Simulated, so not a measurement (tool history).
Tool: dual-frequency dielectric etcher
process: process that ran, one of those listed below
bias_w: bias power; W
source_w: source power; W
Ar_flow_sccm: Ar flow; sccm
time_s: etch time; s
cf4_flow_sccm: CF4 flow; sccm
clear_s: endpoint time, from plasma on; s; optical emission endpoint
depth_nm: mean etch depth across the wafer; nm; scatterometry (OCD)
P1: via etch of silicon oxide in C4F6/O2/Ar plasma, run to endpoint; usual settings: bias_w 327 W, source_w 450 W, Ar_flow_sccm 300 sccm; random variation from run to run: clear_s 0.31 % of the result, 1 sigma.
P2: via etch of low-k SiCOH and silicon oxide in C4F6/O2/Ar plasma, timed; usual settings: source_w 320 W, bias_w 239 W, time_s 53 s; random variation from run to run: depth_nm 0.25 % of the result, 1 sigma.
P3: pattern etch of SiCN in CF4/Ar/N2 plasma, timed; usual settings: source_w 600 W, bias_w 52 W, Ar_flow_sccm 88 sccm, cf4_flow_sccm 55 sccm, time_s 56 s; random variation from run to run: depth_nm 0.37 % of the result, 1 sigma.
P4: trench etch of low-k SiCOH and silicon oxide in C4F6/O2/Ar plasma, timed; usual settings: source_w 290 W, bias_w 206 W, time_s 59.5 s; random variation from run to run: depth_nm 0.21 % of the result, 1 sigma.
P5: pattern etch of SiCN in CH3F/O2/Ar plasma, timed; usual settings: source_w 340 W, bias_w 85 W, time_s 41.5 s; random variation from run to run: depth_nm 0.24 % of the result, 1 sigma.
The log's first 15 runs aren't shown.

Run 16, hour 141.1: process P3, bias_w 52 W, source_w 420 W, Ar_flow_sccm 88 sccm, time_s 56 s, cf4_flow_sccm 55 sccm. Result: depth_nm 38.557 nm.
Run 17, hour 153.4: process P4, bias_w 206 W, source_w 290 W, time_s 45 s. Result: depth_nm 134.36 nm.
Run 18, hour 164.9: process P1, bias_w 327 W, source_w 450 W, Ar_flow_sccm 414 sccm. Result: clear_s 33.177 s.
Run 19, hour 174.6: process P3, bias_w 52 W, source_w 600 W, Ar_flow_sccm 120 sccm, time_s 56 s, cf4_flow_sccm 55 sccm. Result: depth_nm 50.135 nm.
Run 20, hour 184: process P2, bias_w 239 W, source_w 450 W, time_s 53 s. Result: depth_nm 176.91 nm.
Run 21, hour 197.5: process P4, bias_w 206 W, source_w 290 W, time_s 59.5 s. Result: depth_nm 177.7 nm.
Run 22, hour 204.1: process P1, bias_w 327 W, source_w 450 W, Ar_flow_sccm 300 sccm. Result: clear_s 31.903 s.
Run 23, hour 211.9: process P1, bias_w 327 W, source_w 450 W, Ar_flow_sccm 300 sccm. Result: clear_s 32.002 s.
Run 24, hour 220.5: process P1, bias_w 327 W, source_w 450 W, Ar_flow_sccm 300 sccm. Result: clear_s 32.095 s.
Run 25, hour 228.8: process P2, bias_w 239 W, source_w 320 W, time_s 53 s. Result: depth_nm 154.48 nm.
Run 26, hour 235.7: process P1, bias_w 327 W, source_w 560 W, Ar_flow_sccm 300 sccm. Result: clear_s 29.398 s.
Run 27, hour 242.7: process P1, bias_w 327 W, source_w 450 W, Ar_flow_sccm 300 sccm. Result: clear_s 32.184 s.
Run 28, hour 249.5: process P4, bias_w 206 W, source_w 290 W, time_s 59.5 s. Result: depth_nm 177.72 nm.
Run 29, hour 260.1: process P2, bias_w 147 W, source_w 320 W, time_s 53 s. Result: depth_nm 131.95 nm.
Run 30, hour 267.4: process P1, bias_w 263 W, source_w 450 W, Ar_flow_sccm 300 sccm. Result: clear_s 34.622 s.
Run 31, hour 277.1: process P1, bias_w 327 W, source_w 350 W, Ar_flow_sccm 201 sccm. Result: clear_s 33.797 s.
Run 32, hour 284: process P5, bias_w 85 W, source_w 340 W, time_s 41.5 s. Result: depth_nm 15.586 nm.
Run 33, hour 292.4: process P1, bias_w 327 W, source_w 450 W, Ar_flow_sccm 300 sccm. Result: clear_s 32.226 s.

Forecast run 34:
Run 34, hour 301: process P1, bias_w 327 W, source_w 450 W, Ar_flow_sccm 300 sccm. Result: clear_s ?.

clear_s: 32.351 s
